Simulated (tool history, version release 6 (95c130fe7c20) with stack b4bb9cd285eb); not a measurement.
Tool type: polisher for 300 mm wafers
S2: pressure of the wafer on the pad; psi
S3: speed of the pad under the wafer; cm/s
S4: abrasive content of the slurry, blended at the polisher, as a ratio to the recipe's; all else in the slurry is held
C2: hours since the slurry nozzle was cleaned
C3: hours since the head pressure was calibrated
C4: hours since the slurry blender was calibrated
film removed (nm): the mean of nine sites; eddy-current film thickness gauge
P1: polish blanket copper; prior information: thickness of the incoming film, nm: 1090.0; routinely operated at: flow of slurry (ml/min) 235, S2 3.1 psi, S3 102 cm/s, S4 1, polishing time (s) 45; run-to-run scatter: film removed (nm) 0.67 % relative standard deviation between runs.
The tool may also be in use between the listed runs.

run 1 day=0.358 | flow_of_slurry_(ml/min)=235 S2=3.1 S3=102 S4=1 polishing_time_(s)=45 | wafers_polished_on_this_pad=495 C2=138.4 C3=674 C4=128.4 | film_removed_(nm)=160.6
run 2 day=0.629 | flow_of_slurry_(ml/min)=140 S2=3.1 S3=102 S4=1 polishing_time_(s)=45 | wafers_polished_on_this_pad=547 C2=144.9 C3=680.5 C4=134.9 | film_removed_(nm)=149.5
run 3 day=0.946 | flow_of_slurry_(ml/min)=235 S2=3.1 S3=102 S4=1 polishing_time_(s)=45 | wafers_polished_on_this_pad=606 C2=152.5 C3=688.1 C4=142.5 | film_removed_(nm)=159.14
run 4 day=1.35 | flow_of_slurry_(ml/min)=235 S2=3.1 S3=102 S4=1 polishing_time_(s)=24 | wafers_polished_on_this_pad=683 C2=162.2 C3=697.8 C4=152.2 | film_removed_(nm)=86.154
run 5 day=1.679 | flow_of_slurry_(ml/min)=360 S2=3.1 S3=102 S4=1 polishing_time_(s)=45 | wafers_polished_on_this_pad=745 C2=170.1 C3=705.7 C4=160.1 | film_removed_(nm)=166.4
run 6 day=1.879 | flow_of_slurry_(ml/min)=235 S2=3.1 S3=150 S4=1 polishing_time_(s)=45 | wafers_polished_on_this_pad=782 C2=174.9 C3=710.5 C4=164.9 | film_removed_(nm)=236.13
run 7 day=2.133 | flow_of_slurry_(ml/min)=235 S2=3.1 S3=102 S4=1 polishing_time_(s)=45 | wafers_polished_on_this_pad=830 C2=181 C3=716.6 C4=171 | film_removed_(nm)=160.41
run 8 day=2.425 | flow_of_slurry_(ml/min)=235 S2=3.1 S3=102 S4=1 polishing_time_(s)=68 | wafers_polished_on_this_pad=885 C2=188 C3=723.6 C4=178 | film_removed_(nm)=244.67
-- day=2.45 slurry blender recalibrated
run 9 day=2.825 | flow_of_slurry_(ml/min)=235 S2=3.1 S3=102 S4=1.3 polishing_time_(s)=45 | wafers_polished_on_this_pad=961 C2=197.6 C3=733.2 C4=9.1 | film_removed_(nm)=171.24
-- day=3.125 head pressure recalibrated
run 10 day=3.15 | flow_of_slurry_(ml/min)=235 S2=1.5 S3=102 S4=1 polishing_time_(s)=24 | wafers_polished_on_this_pad=1022 C2=205.4 C3=0.7 C4=16.9 | film_removed_(nm)=41.37
run 11 day=3.467 | flow_of_slurry_(ml/min)=235 S2=3.1 S3=102 S4=1 polishing_time_(s)=45 | wafers_polished_on_this_pad=1082 C2=213 C3=8.3 C4=24.5 | film_removed_(nm)=160.78
run 12 day=3.671 | flow_of_slurry_(ml/min)=235 S2=1.4 S3=102 S4=1 polishing_time_(s)=45 | wafers_polished_on_this_pad=1120 C2=217.9 C3=13.2 C4=29.4 | film_removed_(nm)=72.027
run 13 day=3.946 | flow_of_slurry_(ml/min)=235 S2=4.2 S3=102 S4=1 polishing_time_(s)=45 | wafers_polished_on_this_pad=1172 C2=224.5 C3=19.8 C4=36 | film_removed_(nm)=216.36
run 14 day=4.212 | flow_of_slurry_(ml/min)=235 S2=3.1 S3=102 S4=1 polishing_time_(s)=45 | wafers_polished_on_this_pad=1222 C2=230.9 C3=26.2 C4=42.4 | film_removed_(nm)=159.03
run 15 day=4.6 | flow_of_slurry_(ml/min)=235 S2=3.1 S3=102 S4=1 polishing_time_(s)=45 | wafers_polished_on_this_pad=1296 C2=240.2 C3=35.5 C4=51.7 | film_removed_(nm)=159.71

Run 16 is up next; what results do you expect?
run 16 day=4.996 | flow_of_slurry_(ml/min)=235 S2=3.1 S3=102 S4=0.6 polishing_time_(s)=45 | wafers_polished_on_this_pad=1370 C2=249.7 C3=45 C4=61.2 | film_removed_(nm)=?

{"run 16": {"film removed (nm)": 144.73}}
